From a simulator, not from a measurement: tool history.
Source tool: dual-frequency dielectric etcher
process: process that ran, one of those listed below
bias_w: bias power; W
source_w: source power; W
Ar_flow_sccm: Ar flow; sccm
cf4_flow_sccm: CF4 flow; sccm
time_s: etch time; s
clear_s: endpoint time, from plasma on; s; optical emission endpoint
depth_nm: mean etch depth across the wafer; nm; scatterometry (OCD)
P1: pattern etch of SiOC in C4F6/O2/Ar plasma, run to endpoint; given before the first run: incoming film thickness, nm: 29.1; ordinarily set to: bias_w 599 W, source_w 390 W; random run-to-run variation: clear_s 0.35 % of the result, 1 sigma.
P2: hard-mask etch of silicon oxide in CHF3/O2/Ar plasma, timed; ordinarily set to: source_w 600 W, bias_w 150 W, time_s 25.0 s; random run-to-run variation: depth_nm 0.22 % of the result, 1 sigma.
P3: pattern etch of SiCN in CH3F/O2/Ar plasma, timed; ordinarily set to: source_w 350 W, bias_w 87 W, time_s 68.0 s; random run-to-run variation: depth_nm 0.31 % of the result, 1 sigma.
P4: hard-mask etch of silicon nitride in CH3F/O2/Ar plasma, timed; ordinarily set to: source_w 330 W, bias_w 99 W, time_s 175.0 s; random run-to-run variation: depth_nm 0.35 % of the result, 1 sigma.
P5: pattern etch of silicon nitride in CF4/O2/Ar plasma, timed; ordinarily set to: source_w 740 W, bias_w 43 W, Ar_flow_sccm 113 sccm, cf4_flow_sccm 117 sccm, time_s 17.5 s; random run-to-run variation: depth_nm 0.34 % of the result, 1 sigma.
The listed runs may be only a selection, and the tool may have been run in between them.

run   hour  process  bias_w  source_w  Ar_flow_sccm  cf4_flow_sccm  time_s  hours since the last wet clean  hours since the last bias power generator calibration  hours since the last source power generator calibration  clear_s  depth_nm
  1    5.9       P1     599       390                                                                230.5                                                 1327.9                                                   1711.3   9.1813
  2   11.1       P5      34       740           113            117    17.5                           235.7                                                 1333.1                                                   1716.5             40.611
  3   15.8       P1     599       390                                                                240.4                                                 1337.8                                                   1721.2   9.2022
  4   21.4       P1     599       390                                                                246.0                                                 1343.4                                                   1726.8   9.1321
  5   29.2       P3      87       350                                 68.0                           253.8                                                 1351.2                                                   1734.6             25.951
  6   33.4       P3      87       250                                 68.0                           258.0                                                 1355.4                                                   1738.8             22.889
  7   37.5       P1     599       230                                                                262.1                                                 1359.5                                                   1742.9  11.1780
  8   45.8       P4      99       200                                175.0                           270.4                                                 1367.8                                                   1751.2            107.420
  9   51.8       P1     599       460                                                                276.4                                                 1373.8                                                   1757.2   8.6408
 10   58.8       P1     719       280                                                                283.4                                                 1380.8                                                   1764.2   9.7433
 11   67.2       P4      99       330                                175.0                           291.8                                                 1389.2                                                   1772.6            128.400
 12   75.7       P4     141       330                                175.0                           300.3                                                 1397.7                                                   1781.1            147.340
 13   81.1       P4      99       330                                175.0                           305.7                                                 1403.1                                                   1786.5            129.070
 14   89.9       P2     150       600                                 14.5                           314.5                                                 1411.9                                                   1795.3             27.699
 15   97.6       P1     830       390                                                                322.2                                                 1419.6                                                   1803.0   8.1103
 16  103.2       P3      87       350                                 94.0                           327.8                                                 1425.2                                                   1808.6             35.869
 17  111.5       P2     150       390                                 25.0                           336.1                                                 1433.5                                                   1816.9             40.590
 18  117.6       P5      43       600           113            117    17.5                           342.2                                                 1439.6                                                   1823.0             36.430
 19  123.3       P5      43       740           113            117    12.5                           347.9                                                 1445.3                                                   1828.7             31.350
 20  129.7       P5      43       740           113            139    17.5                           354.3                                                 1451.7                                                   1835.1             44.741
 21  136.3       P5      43       740           113            117    17.5                           360.9                                                 1458.3                                                   1841.7             43.710
 22  142.7       P5      43       740           157            117    17.5                           367.3                                                 1464.7                                                   1848.1             41.827
 23  149.4       P4      99       330                                236.0                           374.0                                                 1471.4                                                   1854.8            173.000
 24  153.6       P2     150       600                                 25.0                           378.2                                                 1475.6                                                   1859.0             48.196
 25  158.2       P3     115       350                                 68.0                           382.8                                                 1480.2                                                   1863.6             28.812
 26  162.7       P3      87       350                                 68.0                           387.3                                                 1484.7                                                   1868.1             25.770
 27  168.7       P1     599       390                                                                393.3                                                 1490.7                                                   1874.1   9.1547
 28  175.5       P5      43       740           113            117    17.5                           400.1                                                 1497.5                                                   1880.9             43.841
 29  181.6       P2     150       600                                 25.0                           406.2                                                 1503.6                                                   1887.0             48.000
 30  185.9       P1     599       390                                                                410.5                                                 1507.9                                                   1891.3   9.1931
 31  190.3       P1     355       390                                                                414.9                                                 1512.3                                                   1895.7  11.1000
 32  195.1       P2     101       600                                 25.0                           419.7                                                 1517.1                                                   1900.5             42.596
 33  202.9       P1     599       390                                                                427.5                                                 1524.9                                                   1908.3   9.2162
 34  207.6       P1     599       390                                                                432.2                                                 1529.6                                                   1913.0   9.0857
 35  214.1       P1     599       390                                                                438.7                                                 1536.1                                                   1919.5   9.0731
     217.7  -- wet clean of the chamber
 36  221.8       P1     599       390                                                                  4.1                                                 1543.8                                                   1927.2   9.0021
 37  226.5       P1     599       390                                                                  8.8                                                 1548.5                                                   1931.9   9.1256
 38  232.8       P1     599       390                                                                 15.1                                                 1554.8                                                   1938.2   8.9703
 39  241.7       P1     599       390                                                                 24.0                                                 1563.7                                                   1947.1   9.0457

What P1 gives has crept away from where it was. These 2 causes fit the log equally well, each at the size given:
A: bias power that arrives over what is set, % = 4.72
B: source power that arrives over what is set, % = 4.96
The drift started at roughly hour 202.9.
What rules out each remaining cause:
chamber walls in a state that raises the etch rate, %: serviced at hour 217.7, which brought nothing back

Which of the 4 check runs listed below separates the causes, so that each cause would produce a clearly different result? Each run uses one wafer, and its results are marked with question marks.
check 1  250.6       P2     150       410                                 19.0                                                                                                                                                                  ?
check 2  250.6       P5      34       740           113            117    17.5                                                                                                                                                                  ?
check 3  250.6       P4      99       330                                235.0                                                                                                                                                                  ?
check 4  250.6       P3     113       260                                 68.0                                                                                                                                                                  ?

How each check would come out, cause by cause:
  check    result     if A     if B
check 1  depth_nm   32.030   32.131
check 2  depth_nm   41.180   42.337
check 3  depth_nm  176.190  176.330
check 4  depth_nm   26.123   26.106
Per-check spread between the two closest causes, in the result where they differ most: check 1 0.32 %; check 2 2.77 %; check 3 0.08 %; check 4 0.06 %
Only in check 2 would the causes give clearly different results; in the remaining checks their results would be nearly the same.

Running check 2 produced the following: depth_nm 41.168 nm. Which one of the listed causes fits?

Of the candidate causes, it is A: bias power that arrives over what is set, %.

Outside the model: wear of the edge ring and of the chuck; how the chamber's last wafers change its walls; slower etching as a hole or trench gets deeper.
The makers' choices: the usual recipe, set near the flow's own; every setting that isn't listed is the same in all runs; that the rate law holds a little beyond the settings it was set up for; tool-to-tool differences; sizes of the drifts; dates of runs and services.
